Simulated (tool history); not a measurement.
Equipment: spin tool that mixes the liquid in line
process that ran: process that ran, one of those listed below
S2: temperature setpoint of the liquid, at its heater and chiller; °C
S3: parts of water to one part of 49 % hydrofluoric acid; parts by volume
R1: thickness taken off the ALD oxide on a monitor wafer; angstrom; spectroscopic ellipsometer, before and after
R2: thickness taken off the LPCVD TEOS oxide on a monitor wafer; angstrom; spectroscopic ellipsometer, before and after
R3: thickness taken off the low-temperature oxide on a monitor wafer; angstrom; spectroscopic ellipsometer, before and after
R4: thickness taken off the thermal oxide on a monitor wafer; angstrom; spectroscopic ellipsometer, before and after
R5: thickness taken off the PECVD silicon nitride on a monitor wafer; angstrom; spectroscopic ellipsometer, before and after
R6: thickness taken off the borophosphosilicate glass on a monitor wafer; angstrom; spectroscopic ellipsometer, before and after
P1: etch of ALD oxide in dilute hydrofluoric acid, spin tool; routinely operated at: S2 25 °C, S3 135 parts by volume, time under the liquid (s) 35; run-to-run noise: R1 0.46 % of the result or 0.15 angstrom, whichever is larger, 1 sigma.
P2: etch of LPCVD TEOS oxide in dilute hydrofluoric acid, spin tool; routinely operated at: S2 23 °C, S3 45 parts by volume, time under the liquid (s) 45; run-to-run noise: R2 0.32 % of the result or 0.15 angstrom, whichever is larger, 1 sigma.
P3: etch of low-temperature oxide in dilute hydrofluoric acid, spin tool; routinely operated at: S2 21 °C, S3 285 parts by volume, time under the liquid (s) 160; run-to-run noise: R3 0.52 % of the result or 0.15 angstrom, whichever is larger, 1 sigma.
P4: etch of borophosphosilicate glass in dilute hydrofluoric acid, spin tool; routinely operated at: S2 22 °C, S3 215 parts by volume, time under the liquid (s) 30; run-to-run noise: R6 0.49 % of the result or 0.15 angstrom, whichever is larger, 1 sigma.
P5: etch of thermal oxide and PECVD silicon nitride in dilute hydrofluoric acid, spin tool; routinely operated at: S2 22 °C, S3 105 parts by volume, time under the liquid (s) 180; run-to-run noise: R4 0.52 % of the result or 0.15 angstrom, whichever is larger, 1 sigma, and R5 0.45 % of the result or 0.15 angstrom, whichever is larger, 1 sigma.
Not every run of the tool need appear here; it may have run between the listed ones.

Run 1, hour 10.7: process that ran P1, S2 25 °C, S3 135 parts by volume, time under the liquid (s) 35. Result: R1 54.511 angstrom.
Run 2, hour 20.7: process that ran P1, S2 30.5 °C, S3 135 parts by volume, time under the liquid (s) 35. Result: R1 66.964 angstrom.
Run 3, hour 26.9: process that ran P1, S2 21 °C, S3 30 parts by volume, time under the liquid (s) 35. Result: R1 237.66 angstrom.
Run 4, hour 35: process that ran P2, S2 31 °C, S3 45 parts by volume, time under the liquid (s) 45. Result: R2 394.15 angstrom.
Run 5, hour 42.9: process that ran P1, S2 25 °C, S3 135 parts by volume, time under the liquid (s) 35. Result: R1 54.049 angstrom.
Run 6, hour 55: process that ran P3, S2 21 °C, S3 285 parts by volume, time under the liquid (s) 160. Result: R3 147.1 angstrom.
Run 7, hour 62.6: process that ran P1, S2 25 °C, S3 135 parts by volume, time under the liquid (s) 35. Result: R1 54.236 angstrom.
Run 8, hour 72.6: process that ran P3, S2 21 °C, S3 285 parts by volume, time under the liquid (s) 160. Result: R3 145.82 angstrom.
Run 9, hour 84.9: process that ran P5, S2 22 °C, S3 105 parts by volume, time under the liquid (s) 180. Result: R4 68.968 angstrom, R5 51.365 angstrom.
Run 10, hour 97.9: process that ran P3, S2 21 °C, S3 385 parts by volume, time under the liquid (s) 160. Result: R3 99.43 angstrom.
Run 11, hour 108.3: process that ran P5, S2 17.5 °C, S3 105 parts by volume, time under the liquid (s) 180. Result: R4 57.76 angstrom, R5 38.32 angstrom.
Run 12, hour 117.5: process that ran P3, S2 21 °C, S3 285 parts by volume, time under the liquid (s) 40. Result: R3 36.325 angstrom.
Run 13, hour 128: process that ran P2, S2 23 °C, S3 70 parts by volume, time under the liquid (s) 45. Result: R2 177.87 angstrom.
Run 14, hour 138.8: process that ran P1, S2 25 °C, S3 135 parts by volume, time under the liquid (s) 35. Result: R1 54.471 angstrom.
Run 15, hour 150.2: process that ran P1, S2 25 °C, S3 135 parts by volume, time under the liquid (s) 15. Result: R1 23.184 angstrom.
Run 16, hour 159.9: process that ran P1, S2 20.5 °C, S3 135 parts by volume, time under the liquid (s) 35. Result: R1 45.423 angstrom.
Run 17, hour 171.5: process that ran P1, S2 25 °C, S3 135 parts by volume, time under the liquid (s) 35. Result: R1 54.316 angstrom.
Run 18, hour 184.5: process that ran P4, S2 22 °C, S3 215 parts by volume, time under the liquid (s) 60. Result: R6 106.3 angstrom.
Run 19, hour 193.3: process that ran P5, S2 22 °C, S3 105 parts by volume, time under the liquid (s) 180. Result: R4 69.249 angstrom, R5 51.684 angstrom.
Run 20, hour 201.9: process that ran P1, S2 25 °C, S3 35 parts by volume, time under the liquid (s) 35. Result: R1 237.58 angstrom.
Run 21, hour 214: process that ran P3, S2 17 °C, S3 285 parts by volume, time under the liquid (s) 160. Result: R3 125.9 angstrom.
Run 22, hour 225.7: process that ran P1, S2 25 °C, S3 245 parts by volume, time under the liquid (s) 35. Result: R1 26.523 angstrom.
Run 23, hour 235.1: process that ran P5, S2 22 °C, S3 105 parts by volume, time under the liquid (s) 290. Result: R4 112.66 angstrom, R5 83.227 angstrom.
Run 24, hour 246.3: process that ran P4, S2 17 °C, S3 215 parts by volume, time under the liquid (s) 30. Result: R6 43.359 angstrom.
Run 25, hour 256.6: process that ran P1, S2 25 °C, S3 135 parts by volume, time under the liquid (s) 50. Result: R1 77.719 angstrom.
Run 26, hour 263.4: process that ran P5, S2 22 °C, S3 30 parts by volume, time under the liquid (s) 180. Result: R4 268.69 angstrom, R5 174.17 angstrom.
Run 27, hour 269.4: process that ran P4, S2 22 °C, S3 215 parts by volume, time under the liquid (s) 30. Result: R6 52.85 angstrom.
Run 28, hour 281.5: process that ran P2, S2 23 °C, S3 45 parts by volume, time under the liquid (s) 75. Result: R2 476.52 angstrom.
Run 29, hour 290.8: process that ran P4, S2 22 °C, S3 320 parts by volume, time under the liquid (s) 30. Result: R6 32.219 angstrom.
Run 30, hour 299.2: process that ran P2, S2 23 °C, S3 45 parts by volume, time under the liquid (s) 45. Result: R2 286.6 angstrom.
Run 31, hour 309: process that ran P2, S2 23 °C, S3 45 parts by volume, time under the liquid (s) 45. Result: R2 286.63 angstrom.
Run 32, hour 318: process that ran P1, S2 25 °C, S3 135 parts by volume, time under the liquid (s) 35. Result: R1 54.278 angstrom.
Run 33, hour 326.7: process that ran P1, S2 25 °C, S3 135 parts by volume, time under the liquid (s) 35. Result: R1 54.857 angstrom.

Estimate the outcome of run 34 from the log above:
Run 34, hour 339.2: process that ran P1, S2 25 °C, S3 135 parts by volume, time under the liquid (s) 35. Result: R1 ?.

Logged for run 34: R1 56.363 angstrom.

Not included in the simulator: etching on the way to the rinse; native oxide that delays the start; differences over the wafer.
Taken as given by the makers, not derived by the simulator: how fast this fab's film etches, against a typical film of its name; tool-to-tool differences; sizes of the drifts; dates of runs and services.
